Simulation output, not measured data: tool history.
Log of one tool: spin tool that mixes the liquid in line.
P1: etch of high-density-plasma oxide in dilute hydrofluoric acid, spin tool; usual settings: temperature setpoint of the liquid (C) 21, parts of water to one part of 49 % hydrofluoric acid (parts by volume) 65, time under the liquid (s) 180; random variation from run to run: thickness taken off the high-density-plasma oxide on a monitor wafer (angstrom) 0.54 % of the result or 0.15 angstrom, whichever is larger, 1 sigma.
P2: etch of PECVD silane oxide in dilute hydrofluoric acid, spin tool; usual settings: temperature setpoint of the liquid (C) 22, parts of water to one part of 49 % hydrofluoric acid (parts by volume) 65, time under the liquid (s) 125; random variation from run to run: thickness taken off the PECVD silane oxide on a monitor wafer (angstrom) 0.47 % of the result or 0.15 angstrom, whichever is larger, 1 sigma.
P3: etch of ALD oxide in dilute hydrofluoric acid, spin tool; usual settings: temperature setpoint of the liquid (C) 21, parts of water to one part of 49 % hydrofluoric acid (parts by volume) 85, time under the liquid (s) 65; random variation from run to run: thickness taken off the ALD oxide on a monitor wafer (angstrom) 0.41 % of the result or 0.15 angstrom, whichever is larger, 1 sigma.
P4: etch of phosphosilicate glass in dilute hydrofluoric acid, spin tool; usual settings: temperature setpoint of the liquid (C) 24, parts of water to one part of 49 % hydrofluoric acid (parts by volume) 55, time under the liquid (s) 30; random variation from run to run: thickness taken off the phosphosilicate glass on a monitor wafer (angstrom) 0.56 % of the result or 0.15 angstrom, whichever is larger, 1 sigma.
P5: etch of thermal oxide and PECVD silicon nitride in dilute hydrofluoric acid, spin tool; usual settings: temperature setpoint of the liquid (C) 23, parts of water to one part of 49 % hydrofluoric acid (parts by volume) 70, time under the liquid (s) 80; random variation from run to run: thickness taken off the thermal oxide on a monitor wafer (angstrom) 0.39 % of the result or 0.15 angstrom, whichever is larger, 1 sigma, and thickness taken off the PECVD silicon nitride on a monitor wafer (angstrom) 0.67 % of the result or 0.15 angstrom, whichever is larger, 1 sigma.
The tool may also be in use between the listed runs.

run     day  process that ran  temperature setpoint of the liquid (C)  parts of water to one part of 49 % hydrofluoric acid (parts by volume)  time under the liquid (s)  hours since the thermometer was replaced  hours since the hydrofluoric acid flow meter was replaced  thickness taken off the high-density-plasma oxide on a monitor wafer (angstrom)  thickness taken off the PECVD silane oxide on a monitor wafer (angstrom)  thickness taken off the phosphosilicate glass on a monitor wafer (angstrom)  thickness taken off the thermal oxide on a monitor wafer (angstrom)  thickness taken off the PECVD silicon nitride on a monitor wafer (angstrom)  thickness taken off the ALD oxide on a monitor wafer (angstrom)
  1   0.646                P1                                      21                                                                      65                        180                                     421.6                                                      277.7                                                                          182.000
  2   1.092                P1                                      21                                                                      90                        180                                     432.3                                                      288.4                                                                          129.160
  3   1.479                P2                                      22                                                                     100                        125                                     441.6                                                      297.7                                                                                                                                                     233.16
  4   1.988                P1                                      21                                                                      65                        180                                     453.8                                                      309.9                                                                          181.860
      2.054  -- hydrofluoric acid flow meter replaced
  5   2.617                P4                                      24                                                                      55                         30                                     468.9                                                       13.6                                                                                                                                                                                                                                  844.63
  6   3.100                P1                                      21                                                                      65                        180                                     480.5                                                       25.2                                                                          181.690
  7   3.717                P5                                      23                                                                      70                         15                                     495.3                                                       40.0                                                                                                                                                                                                                                                                                                       10.145                                                                       7.7903
  8   4.317                P1                                      21                                                                      65                        180                                     509.7                                                       54.4                                                                          182.630
  9   4.675                P1                                      25                                                                      65                        180                                     518.3                                                       63.0                                                                          213.930
 10   5.133                P2                                      17                                                                      65                        125                                     529.3                                                       74.0                                                                                                                                                     300.84
 11   5.767                P3                                      21                                                                      25                         65                                     544.5                                                       89.2                                                                                                                                                                                                                                                                                                                                                                                                                                                     563.92
 12   6.229                P5                                      17                                                                      70                         80                                     555.6                                                      100.3                                                                                                                                                                                                                                                                                                       42.619                                                                      27.5520
 13   6.712                P1                                      21                                                                      65                        180                                     567.2                                                      111.9                                                                          180.320
 14   7.092                P2                                      22                                                                      65                        220                                     576.3                                                      121.0                                                                                                                                                     655.29
 15   7.725                P1                                      21                                                                      65                         50                                     591.5                                                      136.2                                                                           50.354
 16   8.046                P1                                      27                                                                      65                        105                                     599.2                                                      143.9                                                                          134.070
 17   8.621                P4                                      24                                                                      55                         60                                     613.0                                                      157.7                                                                                                                                                                                                                                 1684.70
 18   9.342                P5                                      23                                                                     130                         80                                     630.3                                                      175.0                                                                                                                                                                                                                                                                                                       27.655                                                                      22.7860
 19  10.046                P2                                      22                                                                      65                        125                                     647.2                                                      191.9                                                                                                                                                     372.68
 20  10.446                P1                                      21                                                                      35                        180                                     656.8                                                      201.5                                                                          350.630
 21  11.029                P1                                      21                                                                      65                        180                                     670.8                                                      215.5                                                                          180.990
 22  11.625                P3                                      21                                                                      85                         95                                     685.1                                                      229.8                                                                                                                                                                                                                                                                                                                                                                                                                                                     224.06

The next listed run, before its measurement:
 23  12.133                P3                                      21                                                                      85                         65                                     697.3                                                      242.0                                                                                                                                                                                                                                                                                                                                                                                                                                                          ?

Run 23 gave thickness taken off the ALD oxide on a monitor wafer (angstrom) 153.29.

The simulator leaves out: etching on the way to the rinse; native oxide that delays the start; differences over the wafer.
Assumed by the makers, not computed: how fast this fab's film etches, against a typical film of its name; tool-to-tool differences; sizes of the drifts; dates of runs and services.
